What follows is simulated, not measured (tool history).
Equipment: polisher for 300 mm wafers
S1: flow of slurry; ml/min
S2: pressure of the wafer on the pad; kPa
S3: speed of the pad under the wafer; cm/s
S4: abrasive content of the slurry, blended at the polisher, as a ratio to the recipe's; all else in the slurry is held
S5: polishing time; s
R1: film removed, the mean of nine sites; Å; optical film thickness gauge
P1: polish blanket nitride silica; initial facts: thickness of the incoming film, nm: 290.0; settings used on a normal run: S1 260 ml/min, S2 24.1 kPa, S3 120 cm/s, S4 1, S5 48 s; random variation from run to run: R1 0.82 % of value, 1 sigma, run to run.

run,hour,S1,S2,S3,S4,S5,R1
1,5.8,260,24.1,120,1,48,358.51
2,9.7,260,24.1,120,1,34,255.46
# hour 11.6: slurry nozzle cleaned
3,14,385,24.1,120,1.35,48,420.87
4,18.6,395,24.1,120,1,48,368.98
5,23.7,260,24.1,120,1,48,356
6,26.7,260,24.1,120,1.3,48,402.76
7,31,155,24.1,120,1,48,333.97
8,35.6,260,24.1,182,1,48,488.32
9,38.9,260,24.1,120,1,48,354.89
10,42,260,13.1,120,1,48,195.44
11,46.1,260,36.5,120,1,48,549.66
12,53,260,24.1,120,1,48,353.76
13,58.3,260,24.1,120,0.6,48,270.85
14,62.7,155,24.1,120,1.35,48,377.46
15,68.1,260,24.1,54,1,48,187.67
16,73.5,260,24.1,120,1,71,536.37
17,79.6,260,24.1,120,1,48,356.45
18,84.5,260,24.1,120,1,48,342.12
19,88.7,260,24.1,120,1,48,339.87
20,93.5,260,24.1,120,1,48,333.47
21,99.1,260,24.1,120,1,48,321.6
22,103.6,260,24.1,120,1,48,318.68
23,106.7,260,24.1,120,1,48,313.64
# hour 107: conditioning disc replaced and pad reconditioned
# hour 107.6: slurry nozzle cleaned
24,110.9,260,24.1,120,1,48,315.93
# hour 113.1: head pressure recalibrated
25,117.5,260,24.1,120,1,48,313.31
26,124.1,260,24.1,120,1,48,311.08
27,130,260,24.1,120,1,48,310.85
28,133.8,260,24.1,120,1,48,312.95

The output of P1 has drifted from where it used to be. Each of the 2 causes below, taken at the size shown beside it, accounts for the log equally well:
A: removal rate lost through wear of the pad, % = 12.6
B: abrasive missing from the slurry, % = 24.1
Onset of the creep was near hour 79.6.
Ruled out, with reasons:
slurry flow missing at the pad, %: serviced at hour 107.6, which brought nothing back
head's pressure below its setpoint, %: serviced at hour 113.1, which brought nothing back
time polished since the conditioner stopped cutting, s: serviced at hour 107, which brought nothing back

Which of the check runs below tells the causes apart, meaning the causes would give it clearly different results? Each run uses 5 wafers whose results are averaged, and each result is shown as a question mark.
check 1,137.6,260,14.5,54,1,48,?
check 2,137.6,155,24.1,120,0.65,48,?
check 3,137.6,390,35.9,120,1,48,?
check 4,137.6,260,35.2,164,1,48,?

What each check would give under each cause:
check,result,if A,if B
check 1,R1,98.858,98.843
check 2,R1,234,227.21
check 3,R1,480.08,480.02
check 4,R1,583.88,583.79
Per-check spread between the two closest causes, in the result where they differ most: check 1 0.01 %; check 2 2.95 %; check 3 0.01 %; check 4 0.01 %
Of the check runs offered, only check 2 discriminates between the causes; the rest would read about the same regardless of which cause applies.

With check 2 done, the readings were: R1 226.8 Å. Identify which of the listed causes applies.

B is the cause: abrasive missing from the slurry, %.

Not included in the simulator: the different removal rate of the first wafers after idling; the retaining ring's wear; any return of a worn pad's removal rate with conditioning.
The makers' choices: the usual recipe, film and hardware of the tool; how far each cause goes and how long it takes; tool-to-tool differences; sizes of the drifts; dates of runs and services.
